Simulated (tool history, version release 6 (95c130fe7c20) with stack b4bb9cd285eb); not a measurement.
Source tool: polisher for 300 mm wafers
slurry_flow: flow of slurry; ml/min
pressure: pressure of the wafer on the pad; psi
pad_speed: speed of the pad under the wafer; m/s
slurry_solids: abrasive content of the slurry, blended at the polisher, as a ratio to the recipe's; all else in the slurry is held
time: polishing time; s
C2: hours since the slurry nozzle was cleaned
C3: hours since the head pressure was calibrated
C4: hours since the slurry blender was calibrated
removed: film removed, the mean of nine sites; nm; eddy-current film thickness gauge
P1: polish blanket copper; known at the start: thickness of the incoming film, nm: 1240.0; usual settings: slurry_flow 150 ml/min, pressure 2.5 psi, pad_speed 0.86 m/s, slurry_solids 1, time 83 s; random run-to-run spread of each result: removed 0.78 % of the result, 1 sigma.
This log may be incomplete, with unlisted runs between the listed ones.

run 1 hour=2.4 | slurry_flow=150 pressure=2.5 pad_speed=0.86 slurry_solids=1 time=83 | wafers_polished_on_this_pad=769 C2=150.4 C3=265.5 C4=29.1 | removed=195.05
run 2 hour=4.5 | slurry_flow=150 pressure=2.5 pad_speed=0.66 slurry_solids=1 time=105 | wafers_polished_on_this_pad=792 C2=152.5 C3=267.6 C4=31.2 | removed=187.64
run 3 hour=6.8 | slurry_flow=150 pressure=2.5 pad_speed=0.86 slurry_solids=1 time=83 | wafers_polished_on_this_pad=817 C2=154.8 C3=269.9 C4=33.5 | removed=192.19
run 4 hour=10.2 | slurry_flow=105 pressure=2.5 pad_speed=0.86 slurry_solids=1 time=83 | wafers_polished_on_this_pad=855 C2=158.2 C3=273.3 C4=36.9 | removed=179.72
run 5 hour=13.3 | slurry_flow=150 pressure=2.5 pad_speed=0.86 slurry_solids=0.55 time=83 | wafers_polished_on_this_pad=889 C2=161.3 C3=276.4 C4=40 | removed=170.25
run 6 hour=17.2 | slurry_flow=150 pressure=2.5 pad_speed=0.6 slurry_solids=1 time=83 | wafers_polished_on_this_pad=932 C2=165.2 C3=280.3 C4=43.9 | removed=135.4
run 7 hour=20.7 | slurry_flow=150 pressure=2.5 pad_speed=0.86 slurry_solids=1.45 time=83 | wafers_polished_on_this_pad=971 C2=168.7 C3=283.8 C4=47.4 | removed=210.93
-- hour=22.1 head pressure recalibrated
run 8 hour=23.3 | slurry_flow=220 pressure=2.5 pad_speed=0.86 slurry_solids=1 time=83 | wafers_polished_on_this_pad=1000 C2=171.3 C3=1.2 C4=50 | removed=206.33
run 9 hour=25.9 | slurry_flow=150 pressure=1.2 pad_speed=0.86 slurry_solids=1 time=83 | wafers_polished_on_this_pad=1029 C2=173.9 C3=3.8 C4=52.6 | removed=93.739
run 10 hour=28.6 | slurry_flow=150 pressure=2.5 pad_speed=0.86 slurry_solids=1 time=83 | wafers_polished_on_this_pad=1059 C2=176.6 C3=6.5 C4=55.3 | removed=196.65
run 11 hour=30.9 | slurry_flow=150 pressure=2.5 pad_speed=0.86 slurry_solids=1 time=83 | wafers_polished_on_this_pad=1084 C2=178.9 C3=8.8 C4=57.6 | removed=195.36
run 12 hour=34.9 | slurry_flow=150 pressure=3.7 pad_speed=0.5 slurry_solids=1 time=83 | wafers_polished_on_this_pad=1128 C2=182.9 C3=12.8 C4=61.6 | removed=165.94
run 13 hour=37.5 | slurry_flow=150 pressure=2.5 pad_speed=0.86 slurry_solids=1 time=54 | wafers_polished_on_this_pad=1157 C2=185.5 C3=15.4 C4=64.2 | removed=123.43
run 14 hour=40.7 | slurry_flow=150 pressure=2.5 pad_speed=1.32 slurry_solids=1 time=83 | wafers_polished_on_this_pad=1192 C2=188.7 C3=18.6 C4=67.4 | removed=292.18
run 15 hour=44.3 | slurry_flow=150 pressure=2.5 pad_speed=0.86 slurry_solids=1 time=83 | wafers_polished_on_this_pad=1232 C2=192.3 C3=22.2 C4=71 | removed=194.8
run 16 hour=47.9 | slurry_flow=150 pressure=2.5 pad_speed=0.86 slurry_solids=1 time=116 | wafers_polished_on_this_pad=1272 C2=195.9 C3=25.8 C4=74.6 | removed=270.65
run 17 hour=51.5 | slurry_flow=150 pressure=3.9 pad_speed=0.86 slurry_solids=1 time=83 | wafers_polished_on_this_pad=1312 C2=199.5 C3=29.4 C4=78.2 | removed=302.14
run 18 hour=55.3 | slurry_flow=150 pressure=2.5 pad_speed=0.86 slurry_solids=1 time=83 | wafers_polished_on_this_pad=1354 C2=203.3 C3=33.2 C4=82 | removed=194.62
run 19 hour=59 | slurry_flow=150 pressure=2.5 pad_speed=0.86 slurry_solids=1 time=83 | wafers_polished_on_this_pad=1395 C2=207 C3=36.9 C4=85.7 | removed=187.55
run 20 hour=62.9 | slurry_flow=150 pressure=2.5 pad_speed=0.86 slurry_solids=1 time=83 | wafers_polished_on_this_pad=1438 C2=210.9 C3=40.8 C4=89.6 | removed=185.99
run 21 hour=67.3 | slurry_flow=150 pressure=2.5 pad_speed=0.86 slurry_solids=1 time=83 | wafers_polished_on_this_pad=1487 C2=215.3 C3=45.2 C4=94 | removed=183.34
run 22 hour=69.5 | slurry_flow=150 pressure=2.5 pad_speed=0.86 slurry_solids=1 time=83 | wafers_polished_on_this_pad=1511 C2=217.5 C3=47.4 C4=96.2 | removed=179.06
run 23 hour=71.8 | slurry_flow=150 pressure=2.5 pad_speed=0.86 slurry_solids=1 time=83 | wafers_polished_on_this_pad=1536 C2=219.8 C3=49.7 C4=98.5 | removed=179.61
run 24 hour=74.2 | slurry_flow=150 pressure=2.5 pad_speed=0.86 slurry_solids=1 time=83 | wafers_polished_on_this_pad=1563 C2=222.2 C3=52.1 C4=100.9 | removed=178.06
run 25 hour=77.8 | slurry_flow=150 pressure=2.5 pad_speed=0.86 slurry_solids=1 time=83 | wafers_polished_on_this_pad=1603 C2=225.8 C3=55.7 C4=104.5 | removed=177.65
-- hour=80.6 slurry blender recalibrated
-- hour=80.8 worn pad replaced by a new one
run 26 hour=82.2 | slurry_flow=150 pressure=2.5 pad_speed=0.86 slurry_solids=1 time=83 | wafers_polished_on_this_pad=16 C2=230.2 C3=60.1 C4=1.6 | removed=175.3
run 27 hour=85.7 | slurry_flow=150 pressure=2.5 pad_speed=0.86 slurry_solids=1 time=83 | wafers_polished_on_this_pad=55 C2=233.7 C3=63.6 C4=5.1 | removed=174.02
run 28 hour=90.1 | slurry_flow=150 pressure=2.5 pad_speed=0.86 slurry_solids=1 time=83 | wafers_polished_on_this_pad=103 C2=238.1 C3=68 C4=9.5 | removed=175.99

The output of P1 has drifted from where it used to be. Each of the 2 causes below, taken at the size shown beside it, accounts for the log equally well:
A: head's pressure below its setpoint, % = 9.23
B: slurry flow missing at the pad, % = 36.4
Onset of the creep was near hour 55.3.
Each remaining cause and why it is not a fit:
removal rate lost through wear of the pad, %: serviced at hour 80.8, which brought nothing back
abrasive missing from the slurry, %: serviced at hour 80.6, which brought nothing back

Which of the check runs below tells the causes apart, meaning the causes would give it clearly different results? Each run uses 5 wafers whose results are averaged, and each result is shown as a question mark.
run check 1 hour=94.5 | slurry_flow=215 pressure=2.5 pad_speed=0.86 slurry_solids=1 time=83 | removed=?
run check 2 hour=94.5 | slurry_flow=150 pressure=1.5 pad_speed=0.86 slurry_solids=0.65 time=83 | removed=?
run check 3 hour=94.5 | slurry_flow=150 pressure=2.5 pad_speed=0.86 slurry_solids=1.35 time=83 | removed=?
run check 4 hour=94.5 | slurry_flow=150 pressure=2.5 pad_speed=0.64 slurry_solids=1 time=83 | removed=?

Expected result of each check under each candidate cause:
check=check_1 result=removed if_A=185.28 if_B=190.37
check=check_2 result=removed if_A=96.363 if_B=96.354
check=check_3 result=removed if_A=187.6 if_B=187.58
check=check_4 result=removed if_A=130.76 if_B=130.75
Per-check spread between the two closest causes, in the result where they differ most: check 1 2.71 %; check 2 0.01 %; check 3 0.01 %; check 4 0.01 %
Check 1 is the one run that separates the causes; every other check would come out nearly the same whichever cause is at work.

After running check 1, the following was obtained: removed 189.47 nm. Which cause does this point to?

It was cause B: slurry flow missing at the pad, %.
